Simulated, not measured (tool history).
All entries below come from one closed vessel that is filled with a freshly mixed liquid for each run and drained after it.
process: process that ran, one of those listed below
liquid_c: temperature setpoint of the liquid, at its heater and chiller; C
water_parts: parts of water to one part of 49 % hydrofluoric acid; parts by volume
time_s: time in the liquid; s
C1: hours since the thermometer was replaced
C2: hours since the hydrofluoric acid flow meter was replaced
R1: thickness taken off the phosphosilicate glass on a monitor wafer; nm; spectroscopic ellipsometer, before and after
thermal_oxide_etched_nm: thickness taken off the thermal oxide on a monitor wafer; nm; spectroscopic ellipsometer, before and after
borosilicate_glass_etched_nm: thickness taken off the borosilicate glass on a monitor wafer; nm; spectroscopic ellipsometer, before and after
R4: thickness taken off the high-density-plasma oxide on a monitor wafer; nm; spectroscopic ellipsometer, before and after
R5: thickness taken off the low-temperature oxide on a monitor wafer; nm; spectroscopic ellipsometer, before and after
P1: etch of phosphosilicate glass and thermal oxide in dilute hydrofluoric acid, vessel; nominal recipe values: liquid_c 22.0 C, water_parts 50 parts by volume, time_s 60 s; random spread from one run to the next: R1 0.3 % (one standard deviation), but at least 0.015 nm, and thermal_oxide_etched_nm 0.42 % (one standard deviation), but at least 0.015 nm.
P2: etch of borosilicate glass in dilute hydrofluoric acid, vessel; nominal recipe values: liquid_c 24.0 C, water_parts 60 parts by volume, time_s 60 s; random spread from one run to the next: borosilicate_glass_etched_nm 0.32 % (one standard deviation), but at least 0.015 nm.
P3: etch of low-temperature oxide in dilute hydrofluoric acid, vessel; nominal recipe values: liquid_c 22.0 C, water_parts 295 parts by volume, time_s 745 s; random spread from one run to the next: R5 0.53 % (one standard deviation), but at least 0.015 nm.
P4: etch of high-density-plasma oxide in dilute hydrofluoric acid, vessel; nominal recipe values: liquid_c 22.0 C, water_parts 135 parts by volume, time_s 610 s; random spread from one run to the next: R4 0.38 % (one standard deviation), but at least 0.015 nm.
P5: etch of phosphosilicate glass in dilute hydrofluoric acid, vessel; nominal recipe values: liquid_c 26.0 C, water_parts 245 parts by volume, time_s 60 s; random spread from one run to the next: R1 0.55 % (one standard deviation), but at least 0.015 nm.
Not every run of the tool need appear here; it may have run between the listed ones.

run 1 hour=6.4 | process=P1 liquid_c=22.0 water_parts=50 time_s=60 | C1=1842.0 C2=555.8 | R1=103.430 thermal_oxide_etched_nm=5.6259
run 2 hour=10.8 | process=P5 liquid_c=26.0 water_parts=245 time_s=60 | C1=1846.4 C2=560.2 | R1=25.535
run 3 hour=13.9 | process=P1 liquid_c=22.0 water_parts=50 time_s=60 | C1=1849.5 C2=563.3 | R1=102.890 thermal_oxide_etched_nm=5.6445
run 4 hour=20.4 | process=P1 liquid_c=26.5 water_parts=50 time_s=60 | C1=1856.0 C2=569.8 | R1=124.520 thermal_oxide_etched_nm=6.7531
run 5 hour=25.9 | process=P2 liquid_c=24.0 water_parts=35 time_s=60 | C1=1861.5 C2=575.3 | borosilicate_glass_etched_nm=60.969
run 6 hour=32.5 | process=P4 liquid_c=22.0 water_parts=135 time_s=610 | C1=1868.1 C2=581.9 | R4=21.848
run 7 hour=37.6 | process=P1 liquid_c=22.0 water_parts=50 time_s=95 | C1=1873.2 C2=587.0 | R1=163.130 thermal_oxide_etched_nm=8.8748
run 8 hour=43.0 | process=P1 liquid_c=22.0 water_parts=50 time_s=30 | C1=1878.6 C2=592.4 | R1=51.549 thermal_oxide_etched_nm=2.8127
run 9 hour=49.4 | process=P5 liquid_c=19.0 water_parts=245 time_s=60 | C1=1885.0 C2=598.8 | R1=19.994
run 10 hour=56.4 | process=P1 liquid_c=17.0 water_parts=50 time_s=60 | C1=1892.0 C2=605.8 | R1=83.912 thermal_oxide_etched_nm=4.5546
run 11 hour=62.4 | process=P2 liquid_c=24.0 water_parts=60 time_s=60 | C1=1898.0 C2=611.8 | borosilicate_glass_etched_nm=34.543
run 12 hour=68.0 | process=P3 liquid_c=17.0 water_parts=295 time_s=745 | C1=1903.6 C2=617.4 | R5=23.5970
run 13 hour=71.7 | process=P3 liquid_c=22.0 water_parts=295 time_s=140 | C1=1907.3 C2=621.1 | R5=5.2937
-- hour=72.6 thermometer replaced
run 14 hour=76.2 | process=P1 liquid_c=22.0 water_parts=50 time_s=60 | C1=3.6 C2=625.6 | R1=102.830 thermal_oxide_etched_nm=5.6207
run 15 hour=81.4 | process=P3 liquid_c=22.0 water_parts=530 time_s=745 | C1=8.8 C2=630.8 | R5=12.7550
run 16 hour=86.8 | process=P1 liquid_c=29.0 water_parts=20 time_s=60 | C1=14.2 C2=636.2 | R1=357.730 thermal_oxide_etched_nm=19.5860
run 17 hour=91.3 | process=P4 liquid_c=22.0 water_parts=235 time_s=610 | C1=18.7 C2=640.7 | R4=11.335
run 18 hour=96.3 | process=P1 liquid_c=22.0 water_parts=50 time_s=60 | C1=23.7 C2=645.7 | R1=103.640 thermal_oxide_etched_nm=5.5816
run 19 hour=99.6 | process=P1 liquid_c=22.0 water_parts=50 time_s=60 | C1=27.0 C2=649.0 | R1=103.240 thermal_oxide_etched_nm=5.6079
run 20 hour=104.1 | process=P5 liquid_c=26.0 water_parts=45 time_s=60 | C1=31.5 C2=653.5 | R1=176.980
run 21 hour=107.1 | process=P2 liquid_c=24.0 water_parts=60 time_s=90 | C1=34.5 C2=656.5 | borosilicate_glass_etched_nm=51.905
run 22 hour=111.0 | process=P3 liquid_c=22.0 water_parts=295 time_s=745 | C1=38.4 C2=660.4 | R5=28.1880
run 23 hour=115.0 | process=P2 liquid_c=31.5 water_parts=60 time_s=60 | C1=42.4 C2=664.4 | borosilicate_glass_etched_nm=46.171
run 24 hour=119.5 | process=P2 liquid_c=24.0 water_parts=60 time_s=60 | C1=46.9 C2=668.9 | borosilicate_glass_etched_nm=34.553
run 25 hour=123.8 | process=P4 liquid_c=17.0 water_parts=135 time_s=610 | C1=51.2 C2=673.2 | R4=17.886
run 26 hour=128.7 | process=P1 liquid_c=22.0 water_parts=70 time_s=60 | C1=56.1 C2=678.1 | R1=71.634 thermal_oxide_etched_nm=3.9339
run 27 hour=134.0 | process=P1 liquid_c=22.0 water_parts=20 time_s=60 | C1=61.4 C2=683.4 | R1=268.550 thermal_oxide_etched_nm=14.6030
run 28 hour=138.0 | process=P1 liquid_c=22.0 water_parts=50 time_s=60 | C1=65.4 C2=687.4 | R1=103.010 thermal_oxide_etched_nm=5.6006
run 29 hour=144.8 | process=P1 liquid_c=22.0 water_parts=50 time_s=60 | C1=72.2 C2=694.2 | R1=102.680 thermal_oxide_etched_nm=5.5928
run 30 hour=148.8 | process=P4 liquid_c=22.0 water_parts=135 time_s=905 | C1=76.2 C2=698.2 | R4=32.297
run 31 hour=155.4 | process=P5 liquid_c=26.0 water_parts=245 time_s=85 | C1=82.8 C2=704.8 | R1=36.131
run 32 hour=160.9 | process=P3 liquid_c=22.0 water_parts=295 time_s=745 | C1=88.3 C2=710.3 | R5=28.0800
run 33 hour=167.0 | process=P1 liquid_c=22.0 water_parts=50 time_s=60 | C1=94.4 C2=716.4 | R1=103.300 thermal_oxide_etched_nm=5.6092
run 34 hour=171.6 | process=P1 liquid_c=22.0 water_parts=50 time_s=60 | C1=99.0 C2=721.0 | R1=100.700 thermal_oxide_etched_nm=5.4477
run 35 hour=174.6 | process=P1 liquid_c=22.0 water_parts=50 time_s=60 | C1=102.0 C2=724.0 | R1=100.140 thermal_oxide_etched_nm=5.4127
run 36 hour=181.2 | process=P1 liquid_c=22.0 water_parts=50 time_s=60 | C1=108.6 C2=730.6 | R1=98.087 thermal_oxide_etched_nm=5.3181
run 37 hour=186.8 | process=P1 liquid_c=22.0 water_parts=50 time_s=60 | C1=114.2 C2=736.2 | R1=97.611 thermal_oxide_etched_nm=5.3049
run 38 hour=192.5 | process=P1 liquid_c=22.0 water_parts=50 time_s=60 | C1=119.9 C2=741.9 | R1=97.221 thermal_oxide_etched_nm=5.3340
run 39 hour=196.3 | process=P1 liquid_c=22.0 water_parts=50 time_s=60 | C1=123.7 C2=745.7 | R1=96.617 thermal_oxide_etched_nm=5.2729
run 40 hour=199.9 | process=P1 liquid_c=22.0 water_parts=50 time_s=60 | C1=127.3 C2=749.3 | R1=96.532 thermal_oxide_etched_nm=5.2221
run 41 hour=205.1 | process=P1 liquid_c=22.0 water_parts=50 time_s=60 | C1=132.5 C2=754.5 | R1=95.891 thermal_oxide_etched_nm=5.2692
run 42 hour=211.6 | process=P1 liquid_c=22.0 water_parts=50 time_s=60 | C1=139.0 C2=761.0 | R1=96.424 thermal_oxide_etched_nm=5.2201
run 43 hour=215.7 | process=P1 liquid_c=22.0 water_parts=50 time_s=60 | C1=143.1 C2=765.1 | R1=96.157 thermal_oxide_etched_nm=5.2187

Something has made what P1 gives creep away from where it was; the 2 causes below, each at its own stated size, fit the log equally well:
A: hydrofluoric acid flow below the setpoint (%) = 6.41
B: liquid colder than its thermometer reads (K) = 1.68
The gradual shift began around hour 167.0.

The list below offers 4 check runs, each averaging the results of 2 wafers, and shows each result as a question mark. For which of them would the listed causes give clearly different results?
run check 1 hour=219.8 | process=P2 liquid_c=31.0 water_parts=40 time_s=60 | borosilicate_glass_etched_nm=?
run check 2 hour=219.8 | process=P5 liquid_c=20.5 water_parts=140 time_s=60 | R1=?
run check 3 hour=219.8 | process=P4 liquid_c=17.0 water_parts=135 time_s=610 | R4=?
run check 4 hour=219.8 | process=P3 liquid_c=22.0 water_parts=530 time_s=165 | R5=?

Predicted outcomes, by check and by cause:
check=check_1 result=borosilicate_glass_etched_nm if_A=65.799 if_B=66.073
check=check_2 result=R1 if_A=37.913 if_B=38.253
check=check_3 result=R4 if_A=16.533 if_B=16.622
check=check_4 result=R5 if_A=2.5794 if_B=2.6861
Separation of the two closest causes in each check, using whichever result separates them best: check 1 0.41 %; check 2 0.89 %; check 3 0.53 %; check 4 4.05 %
Of the check runs offered, only check 4 discriminates between the causes; the rest would read about the same regardless of which cause applies.

The results of check 4 are: R5 2.6651 nm. Based on these, which of the listed causes is it?

The correct cause is B, namely: liquid colder than its thermometer reads (K).
